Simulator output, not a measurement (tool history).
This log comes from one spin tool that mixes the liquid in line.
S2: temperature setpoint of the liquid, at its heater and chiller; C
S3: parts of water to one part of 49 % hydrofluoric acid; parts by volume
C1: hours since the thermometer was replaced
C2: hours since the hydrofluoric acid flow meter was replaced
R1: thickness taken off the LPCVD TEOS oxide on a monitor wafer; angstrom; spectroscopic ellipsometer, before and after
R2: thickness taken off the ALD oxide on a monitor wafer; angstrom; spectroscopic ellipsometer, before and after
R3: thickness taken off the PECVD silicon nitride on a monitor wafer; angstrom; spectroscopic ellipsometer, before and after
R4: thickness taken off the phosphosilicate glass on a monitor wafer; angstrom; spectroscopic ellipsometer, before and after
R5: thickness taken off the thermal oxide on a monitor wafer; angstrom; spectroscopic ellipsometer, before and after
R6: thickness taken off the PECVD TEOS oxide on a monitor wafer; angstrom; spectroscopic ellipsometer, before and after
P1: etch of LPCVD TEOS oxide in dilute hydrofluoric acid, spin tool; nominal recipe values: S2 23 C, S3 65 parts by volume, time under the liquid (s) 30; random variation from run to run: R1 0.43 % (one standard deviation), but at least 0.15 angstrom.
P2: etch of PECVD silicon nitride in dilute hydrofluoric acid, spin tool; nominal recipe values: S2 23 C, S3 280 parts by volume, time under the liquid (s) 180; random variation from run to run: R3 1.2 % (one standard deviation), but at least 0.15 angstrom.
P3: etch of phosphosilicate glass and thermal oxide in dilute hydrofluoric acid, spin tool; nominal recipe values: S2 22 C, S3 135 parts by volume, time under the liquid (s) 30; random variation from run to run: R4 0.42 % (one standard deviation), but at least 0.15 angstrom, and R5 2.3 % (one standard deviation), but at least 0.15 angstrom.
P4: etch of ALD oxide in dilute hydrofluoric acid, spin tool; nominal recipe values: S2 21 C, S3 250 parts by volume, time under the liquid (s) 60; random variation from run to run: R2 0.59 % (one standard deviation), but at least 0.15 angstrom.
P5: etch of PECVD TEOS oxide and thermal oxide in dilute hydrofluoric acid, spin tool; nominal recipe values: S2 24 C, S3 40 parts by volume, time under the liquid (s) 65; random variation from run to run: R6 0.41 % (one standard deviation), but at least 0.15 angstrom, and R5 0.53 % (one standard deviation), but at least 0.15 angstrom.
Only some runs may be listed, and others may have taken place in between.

Run 1, day 0.562: process that ran P1, S2 23 C, S3 65 parts by volume, time under the liquid (s) 30; C1 323.9; C2 1489.1. Result: R1 156.37 angstrom.
Run 2, day 0.988: process that ran P4, S2 21 C, S3 60 parts by volume, time under the liquid (s) 60; C1 334.1; C2 1499.3. Result: R2 286.85 angstrom.
Run 3, day 1.358: process that ran P4, S2 25.5 C, S3 250 parts by volume, time under the liquid (s) 60; C1 343; C2 1508.2. Result: R2 66.158 angstrom.
Run 4, day 1.771: process that ran P1, S2 23 C, S3 65 parts by volume, time under the liquid (s) 30; C1 352.9; C2 1518.1. Result: R1 154.94 angstrom.
Run 5, day 2.296: process that ran P1, S2 23 C, S3 65 parts by volume, time under the liquid (s) 30; C1 365.5; C2 1530.7. Result: R1 156.63 angstrom.
Run 6, day 2.725: process that ran P2, S2 17 C, S3 280 parts by volume, time under the liquid (s) 180; C1 375.8; C2 1541. Result: R3 14.507 angstrom.
Run 7, day 3.121: process that ran P1, S2 23 C, S3 35 parts by volume, time under the liquid (s) 30; C1 385.3; C2 1550.5. Result: R1 300.65 angstrom.
Run 8, day 3.475: process that ran P1, S2 23 C, S3 65 parts by volume, time under the liquid (s) 30; C1 393.8; C2 1559. Result: R1 157.08 angstrom.
Run 9, day 3.742: process that ran P2, S2 23 C, S3 280 parts by volume, time under the liquid (s) 355; C1 400.2; C2 1565.4. Result: R3 42.014 angstrom.
Run 10, day 4.042: process that ran P1, S2 30 C, S3 65 parts by volume, time under the liquid (s) 30; C1 407.4; C2 1572.6. Result: R1 205.09 angstrom.
Run 11, day 4.312: process that ran P4, S2 21 C, S3 250 parts by volume, time under the liquid (s) 60; C1 413.9; C2 1579.1. Result: R2 56.398 angstrom.
Run 12, day 4.708: process that ran P1, S2 23 C, S3 65 parts by volume, time under the liquid (s) 30; C1 423.4; C2 1588.6. Result: R1 156.36 angstrom.
Run 13, day 5.212: process that ran P3, S2 18 C, S3 135 parts by volume, time under the liquid (s) 30; C1 435.5; C2 1600.7. Result: R4 143.27 angstrom, R5 8.131 angstrom.
Run 14, day 5.65: process that ran P5, S2 24 C, S3 40 parts by volume, time under the liquid (s) 65; C1 446; C2 1611.2. Result: R5 83.842 angstrom, R6 206.22 angstrom.
Run 15, day 6.146: process that ran P2, S2 23 C, S3 105 parts by volume, time under the liquid (s) 180; C1 457.9; C2 1623.1. Result: R3 55.005 angstrom.
Run 16, day 6.592: process that ran P3, S2 22 C, S3 135 parts by volume, time under the liquid (s) 15; C1 468.6; C2 1633.8. Result: R4 84.336 angstrom, R5 4.7422 angstrom.
Run 17, day 6.871: process that ran P5, S2 29 C, S3 40 parts by volume, time under the liquid (s) 65; C1 475.3; C2 1640.5. Result: R5 103.69 angstrom, R6 251.37 angstrom.
Run 18, day 7.162: process that ran P1, S2 23 C, S3 110 parts by volume, time under the liquid (s) 15; C1 482.3; C2 1647.5. Result: R1 43.651 angstrom.
Run 19, day 7.458: process that ran P5, S2 24 C, S3 40 parts by volume, time under the liquid (s) 95; C1 489.4; C2 1654.6. Result: R5 122.33 angstrom, R6 299.42 angstrom.
Run 20, day 7.775: process that ran P5, S2 24 C, S3 25 parts by volume, time under the liquid (s) 65; C1 497; C2 1662.2. Result: R5 136.82 angstrom, R6 339.08 angstrom.
Run 21, day 8.271: process that ran P3, S2 22 C, S3 45 parts by volume, time under the liquid (s) 30; C1 508.9; C2 1674.1. Result: R4 558.47 angstrom, R5 29.871 angstrom.
Run 22, day 8.821: process that ran P3, S2 22 C, S3 135 parts by volume, time under the liquid (s) 30; C1 522.1; C2 1687.3. Result: R4 170.52 angstrom, R5 9.0049 angstrom.
Run 23, day 9.279: process that ran P1, S2 23 C, S3 20 parts by volume, time under the liquid (s) 45; C1 533.1; C2 1698.3. Result: R1 800.84 angstrom.
Run 24, day 9.608: process that ran P1, S2 23 C, S3 65 parts by volume, time under the liquid (s) 15; C1 541; C2 1706.2. Result: R1 78.106 angstrom.
Run 25, day 9.946: process that ran P1, S2 18 C, S3 65 parts by volume, time under the liquid (s) 15; C1 549.1; C2 1714.3. Result: R1 63.218 angstrom.
Run 26, day 10.488: process that ran P5, S2 24 C, S3 40 parts by volume, time under the liquid (s) 65; C1 562.1; C2 1727.3. Result: R5 83.821 angstrom, R6 205.5 angstrom.
Run 27, day 10.988: process that ran P1, S2 23 C, S3 65 parts by volume, time under the liquid (s) 30; C1 574.1; C2 1739.3. Result: R1 156.49 angstrom.
Run 28, day 11.408: process that ran P1, S2 23 C, S3 65 parts by volume, time under the liquid (s) 60; C1 584.2; C2 1749.4. Result: R1 310.97 angstrom.
Run 29, day 11.683: process that ran P4, S2 21 C, S3 250 parts by volume, time under the liquid (s) 15; C1 590.8; C2 1756. Result: R2 13.923 angstrom.
Run 30, day 12.108: process that ran P1, S2 23 C, S3 110 parts by volume, time under the liquid (s) 30; C1 601; C2 1766.2. Result: R1 87.281 angstrom.
Run 31, day 12.596: process that ran P2, S2 23 C, S3 280 parts by volume, time under the liquid (s) 180; C1 612.7; C2 1777.9. Result: R3 20.889 angstrom.
Run 32, day 12.942: process that ran P1, S2 19.5 C, S3 65 parts by volume, time under the liquid (s) 30; C1 621; C2 1786.2. Result: R1 134.59 angstrom.
Run 33, day 13.483: process that ran P1, S2 23 C, S3 65 parts by volume, time under the liquid (s) 30; C1 634; C2 1799.2. Result: R1 156.22 angstrom.
Run 34, day 13.796: process that ran P1, S2 23 C, S3 65 parts by volume, time under the liquid (s) 30; C1 641.5; C2 1806.7. Result: R1 160.07 angstrom.
Run 35, day 14.079: process that ran P1, S2 23 C, S3 65 parts by volume, time under the liquid (s) 30; C1 648.3; C2 1813.5. Result: R1 162.1 angstrom.
Run 36, day 14.617: process that ran P1, S2 23 C, S3 65 parts by volume, time under the liquid (s) 30; C1 661.2; C2 1826.4. Result: R1 165.76 angstrom.
Run 37, day 15.021: process that ran P1, S2 23 C, S3 65 parts by volume, time under the liquid (s) 30; C1 670.9; C2 1836.1. Result: R1 166.41 angstrom.
Run 38, day 15.583: process that ran P1, S2 23 C, S3 65 parts by volume, time under the liquid (s) 30; C1 684.4; C2 1849.6. Result: R1 167.57 angstrom.
Run 39, day 16.05: process that ran P1, S2 23 C, S3 65 parts by volume, time under the liquid (s) 30; C1 695.6; C2 1860.8. Result: R1 168.6 angstrom.
Run 40, day 16.367: process that ran P1, S2 23 C, S3 65 parts by volume, time under the liquid (s) 30; C1 703.2; C2 1868.4. Result: R1 168.77 angstrom.
Run 41, day 16.762: process that ran P1, S2 23 C, S3 65 parts by volume, time under the liquid (s) 30; C1 712.7; C2 1877.9. Result: R1 170.41 angstrom.
Run 42, day 17.1: process that ran P1, S2 23 C, S3 65 parts by volume, time under the liquid (s) 30; C1 720.8; C2 1886. Result: R1 171.08 angstrom.
Run 43, day 17.471: process that ran P1, S2 23 C, S3 65 parts by volume, time under the liquid (s) 30; C1 729.7; C2 1894.9. Result: R1 168.6 angstrom.
Run 44, day 17.938: process that ran P1, S2 23 C, S3 65 parts by volume, time under the liquid (s) 30; C1 740.9; C2 1906.1. Result: R1 169.46 angstrom.

Compared with where it was, what P1 gives has crept away. Each cause listed below fits the log as well as the rest, at the size given for it:
A: liquid hotter than its thermometer reads (K) = 2.11
B: hydrofluoric acid flow above the setpoint (%) = 8.25
The drift started at roughly day 13.483.

The list below offers 4 check runs, each averaging the results of 3 wafers, and shows each result as a question mark. For which of them would the listed causes give clearly different results?
Run check 1, day 18.404: process that ran P5, S2 28 C, S3 40 parts by volume, time under the liquid (s) 65. Result: R5 ?, R6 ?.
Run check 2, day 18.404: process that ran P2, S2 23 C, S3 280 parts by volume, time under the liquid (s) 330. Result: R3 ?.
Run check 3, day 18.404: process that ran P4, S2 21 C, S3 100 parts by volume, time under the liquid (s) 60. Result: R2 ?.
Run check 4, day 18.404: process that ran P3, S2 22 C, S3 65 parts by volume, time under the liquid (s) 30. Result: R4 ?, R5 ?.

How each check would come out, cause by cause:
  check  result    if A    if B
check 1      R5   107.5  107.46
check 1      R6  263.03  262.94
check 2      R3  43.621  41.432
check 3      R2  178.42  178.95
check 4      R4   414.5  414.03
check 4      R5  22.717  22.691
Gap, in per cent, between the two causes that each check separates least, read from the result that separates them most: check 1 0.04 %; check 2 5.15 %; check 3 0.29 %; check 4 0.11 %
Check 2 tells the causes apart: in the others they would give nearly the same result.

Then check 2 was run and gave: R3 43.361 angstrom. Which cause is it?

A is the cause: liquid hotter than its thermometer reads (K).
